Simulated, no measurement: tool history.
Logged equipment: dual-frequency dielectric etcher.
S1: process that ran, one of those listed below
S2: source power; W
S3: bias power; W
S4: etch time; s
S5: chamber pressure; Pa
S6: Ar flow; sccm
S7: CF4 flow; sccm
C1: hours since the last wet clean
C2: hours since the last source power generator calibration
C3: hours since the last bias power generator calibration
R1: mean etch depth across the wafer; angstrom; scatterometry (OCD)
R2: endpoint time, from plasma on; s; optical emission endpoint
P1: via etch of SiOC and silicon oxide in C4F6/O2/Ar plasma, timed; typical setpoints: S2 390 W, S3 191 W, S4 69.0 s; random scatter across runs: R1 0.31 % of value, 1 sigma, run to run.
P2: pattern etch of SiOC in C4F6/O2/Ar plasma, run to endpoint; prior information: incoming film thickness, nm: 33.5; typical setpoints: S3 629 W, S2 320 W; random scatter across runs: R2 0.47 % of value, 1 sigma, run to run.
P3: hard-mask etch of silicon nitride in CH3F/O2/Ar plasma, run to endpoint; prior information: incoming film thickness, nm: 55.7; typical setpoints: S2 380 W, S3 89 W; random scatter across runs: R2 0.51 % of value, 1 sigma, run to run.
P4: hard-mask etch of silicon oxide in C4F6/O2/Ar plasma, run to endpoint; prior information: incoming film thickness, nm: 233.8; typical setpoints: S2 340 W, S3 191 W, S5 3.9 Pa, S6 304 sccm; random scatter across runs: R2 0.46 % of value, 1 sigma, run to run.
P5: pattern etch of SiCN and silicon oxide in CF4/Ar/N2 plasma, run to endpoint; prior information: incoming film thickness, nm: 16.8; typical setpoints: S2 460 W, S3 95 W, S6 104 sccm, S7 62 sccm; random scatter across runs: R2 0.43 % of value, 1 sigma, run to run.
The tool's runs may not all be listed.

run     day  S1   S2   S3    S4   S5   S6  S7     C1     C2      C3       R1      R2
  1   0.342  P1  390  191  69.0                284.0  721.4  1245.1   760.27
  2   0.696  P2  320  881                      292.5  729.9  1253.6           10.001
  3   1.046  P1  390  191  96.0                300.9  738.3  1262.0  1052.30
  4   1.250  P1  390  191  69.0                305.8  743.2  1266.9   757.01
  5   1.438  P1  390  129  69.0                310.3  747.7  1271.4   669.49
  6   1.758  P2  320  629                      318.0  755.4  1279.1           11.276
  7   2.104  P1  250  191  69.0                326.3  763.7  1287.4   637.78
  8   2.388  P1  320  191  95.5                333.1  770.5  1294.2   970.66
  9   2.654  P3  380  125                      339.5  776.9  1300.6           66.504
 10   2.942  P1  390  236  83.5                346.4  783.8  1307.5   983.74
 11   3.312  P1  390  191  69.0                355.3  792.7  1316.4   759.28
 12   3.483  P1  390  191  69.0                359.4  796.8  1320.5   756.30
 13   3.817  P1  390  191  52.0                367.4  804.8  1328.5   570.57
 14   4.179  P4  340  117        3.9  304      376.1  813.5  1337.2           88.369
 15   4.417  P3  220   89                      381.8  819.2  1342.9           92.298
 16   4.767  P1  270  191  51.0                390.2  827.6  1351.3   489.84
 17   5.079  P5  590   95             104  62  397.7  835.1  1358.8           14.474
 18   5.333  P3  380   89                      403.8  841.2  1364.9           75.166
 19   5.675  P4  340  191        3.9  176      412.0  849.4  1373.1           72.264
 20   5.954  P5  460   95             104  62  418.7  856.1  1379.8           17.678
 21   6.242  P5  460   55             104  62  425.6  863.0  1386.7           21.475
 22   6.496  P1  390  235  69.0                431.7  869.1  1392.8   810.52
 23   6.658  P2  320  629                      435.6  873.0  1396.7           11.374
 24   6.854  P4  470  191        3.9  304      440.3  877.7  1401.4           67.549
 25   7.079  P5  460   95              62  62  445.7  883.1  1406.8           16.568
 26   7.262  P4  340  191        5.3  304      450.1  887.5  1411.2           79.686
 27   7.462  P1  530  191  69.0                454.9  892.3  1416.0   850.99
 28   7.633  P5  460   95             104  81  459.0  896.4  1420.1           17.083
 29   7.954  P4  340  191        3.9  304      466.7  904.1  1427.8           76.639
 30   8.200  P2  190  629                      472.6  910.0  1433.7           13.888
 31   8.396  P1  390  191  69.0                477.3  914.7  1438.4   757.12
 32   8.571  P1  390  191  69.0                481.5  918.9  1442.6   763.52
 33   8.833  P1  390  191  69.0                487.8  925.2  1448.9   761.82
 34   9.008  P1  390  191  69.0                492.0  929.4  1453.1   768.84
 35   9.183  P1  390  191  69.0                496.2  933.6  1457.3   763.24
 36   9.467  P1  390  191  69.0                503.0  940.4  1464.1   767.25
      9.533  -- wet clean of the chamber
 37   9.804  P1  390  191  69.0                  6.5  948.5  1472.2   767.32
 38   9.983  P1  390  191  69.0                 10.8  952.8  1476.5   769.87
 39  10.254  P1  390  191  69.0                 17.3  959.3  1483.0   768.61
 40  10.500  P1  390  191  69.0                 23.2  965.2  1488.9   773.65
 41  10.746  P1  390  191  69.0                 29.1  971.1  1494.8   769.18
 42  10.933  P1  390  191  69.0                 33.6  975.6  1499.3   770.94
 43  11.212  P1  390  191  69.0                 40.3  982.3  1506.0   768.21

P1 no longer gives what it gave before; its output has crept away from where it was. The following 2 causes, each at its listed size, fit the log equally well:
A: source power that arrives over what is set, % = 4.11
B: bias power that arrives over what is set, % = 4.85
The drift started at roughly day 8.571.
Ruled out, with reasons:
chamber walls in a state that raises the etch rate, %: its service at day 9.533 followed the start of the drift and did not put the process back to its old value

The 4 check runs listed below each average the results of 2 wafers, and their outcomes are marked with question marks. Under which run would the listed causes produce clearly different results?
check 1  11.492  P4  460  191      3.9  188                       ?
check 2  11.492  P2  240  853                                     ?
check 3  11.492  P5  460   58            64  62                   ?
check 4  11.492  P3  260  110                                     ?

What each check would give under each cause:
  check  result    if A    if B
check 1      R2  63.575  63.614
check 2      R2  11.029  10.975
check 3      R2  18.883  19.293
check 4      R2  78.696  78.429
Per check, the gap between the least separated pair of causes, taken in the result that splits them most: check 1 0.06 %; check 2 0.49 %; check 3 2.15 %; check 4 0.34 %
The causes can be told apart only by check 3. The other checks would give nearly the same results under each of them.

Running check 3 produced the following: R2 19.355 s. Which one of the listed causes fits?

Of the candidate causes, it is B: bias power that arrives over what is set, %.

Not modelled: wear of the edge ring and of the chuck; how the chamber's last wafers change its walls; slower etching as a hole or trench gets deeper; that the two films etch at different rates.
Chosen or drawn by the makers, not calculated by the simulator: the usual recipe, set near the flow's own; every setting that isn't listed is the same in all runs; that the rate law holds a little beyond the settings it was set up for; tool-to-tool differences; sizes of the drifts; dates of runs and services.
